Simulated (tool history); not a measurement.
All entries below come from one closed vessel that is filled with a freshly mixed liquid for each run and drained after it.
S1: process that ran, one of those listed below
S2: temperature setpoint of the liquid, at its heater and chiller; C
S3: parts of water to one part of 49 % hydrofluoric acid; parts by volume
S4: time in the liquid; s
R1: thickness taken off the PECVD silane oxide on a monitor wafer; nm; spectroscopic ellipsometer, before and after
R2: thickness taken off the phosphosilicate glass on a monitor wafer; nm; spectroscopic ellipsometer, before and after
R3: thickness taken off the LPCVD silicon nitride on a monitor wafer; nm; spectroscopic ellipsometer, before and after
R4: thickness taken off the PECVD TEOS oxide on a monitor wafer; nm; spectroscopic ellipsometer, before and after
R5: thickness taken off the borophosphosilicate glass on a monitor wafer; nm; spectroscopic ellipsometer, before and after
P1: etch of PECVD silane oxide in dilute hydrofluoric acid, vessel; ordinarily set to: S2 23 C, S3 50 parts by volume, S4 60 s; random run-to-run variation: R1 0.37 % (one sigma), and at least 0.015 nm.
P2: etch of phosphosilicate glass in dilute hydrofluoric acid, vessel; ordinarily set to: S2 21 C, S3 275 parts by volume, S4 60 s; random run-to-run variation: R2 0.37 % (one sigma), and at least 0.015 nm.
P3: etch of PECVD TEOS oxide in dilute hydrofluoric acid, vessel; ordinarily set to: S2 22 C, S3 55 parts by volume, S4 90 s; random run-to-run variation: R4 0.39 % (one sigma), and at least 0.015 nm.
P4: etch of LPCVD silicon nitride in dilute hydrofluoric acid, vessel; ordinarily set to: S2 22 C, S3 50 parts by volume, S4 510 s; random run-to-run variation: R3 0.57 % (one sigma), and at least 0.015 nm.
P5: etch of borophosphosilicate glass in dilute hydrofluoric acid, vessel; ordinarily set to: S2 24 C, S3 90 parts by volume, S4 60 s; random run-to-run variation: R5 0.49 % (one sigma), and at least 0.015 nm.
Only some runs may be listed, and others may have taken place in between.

run,hour,S1,S2,S3,S4,R1,R2,R3,R4,R5
1,4.4,P1,23,50,60,27.748,,,,
2,9.2,P2,25.5,275,60,,21.532,,,
3,14.6,P4,22,50,960,,,8.1167,,
4,21.5,P3,22,55,30,,,,5.6052,
5,28.5,P1,23,30,60,47.355,,,,
6,35.7,P1,27,30,60,55.929,,,,
7,42.2,P1,23,50,115,53.174,,,,
8,48.2,P1,17,50,60,21.537,,,,
9,54.1,P1,23,50,60,27.773,,,,
10,57.8,P1,23,50,30,13.834,,,,
11,64.3,P5,24,165,60,,,,,18.651
12,69.1,P4,18,50,510,,,3.269,,
13,72.8,P1,28,50,60,34.059,,,,
14,78.4,P3,22,25,90,,,,38.339,
15,85.3,P2,21,275,30,,9.1958,,,
16,92,P4,22,50,510,,,4.2574,,
17,96.8,P1,23,50,60,27.871,,,,
18,102.9,P2,21,40,60,,162.1,,,
19,109.6,P3,22,55,90,,,,16.896,
20,116.5,P1,23,80,60,16.716,,,,
21,123.3,P5,17,90,60,,,,,28.099
22,129.6,P3,22,55,90,,,,16.813,
23,136.2,P5,24,90,100,,,,,62.249
24,141.5,P4,22,50,510,,,4.2892,,
25,147.2,P4,22,75,510,,,2.8566,,
26,152.7,P1,23,50,60,27.76,,,,
27,160,P5,24,90,60,,,,,37.296
28,165.9,P3,28.5,55,90,,,,21.924,
29,172.3,P2,21,275,60,,18.269,,,
30,176.7,P1,18,50,115,43.253,,,,
31,183.3,P1,23,50,60,27.719,,,,

The next listed run, before its measurement:
32,186.6,P1,23,50,60,?,,,,

R1: 27.543 nm

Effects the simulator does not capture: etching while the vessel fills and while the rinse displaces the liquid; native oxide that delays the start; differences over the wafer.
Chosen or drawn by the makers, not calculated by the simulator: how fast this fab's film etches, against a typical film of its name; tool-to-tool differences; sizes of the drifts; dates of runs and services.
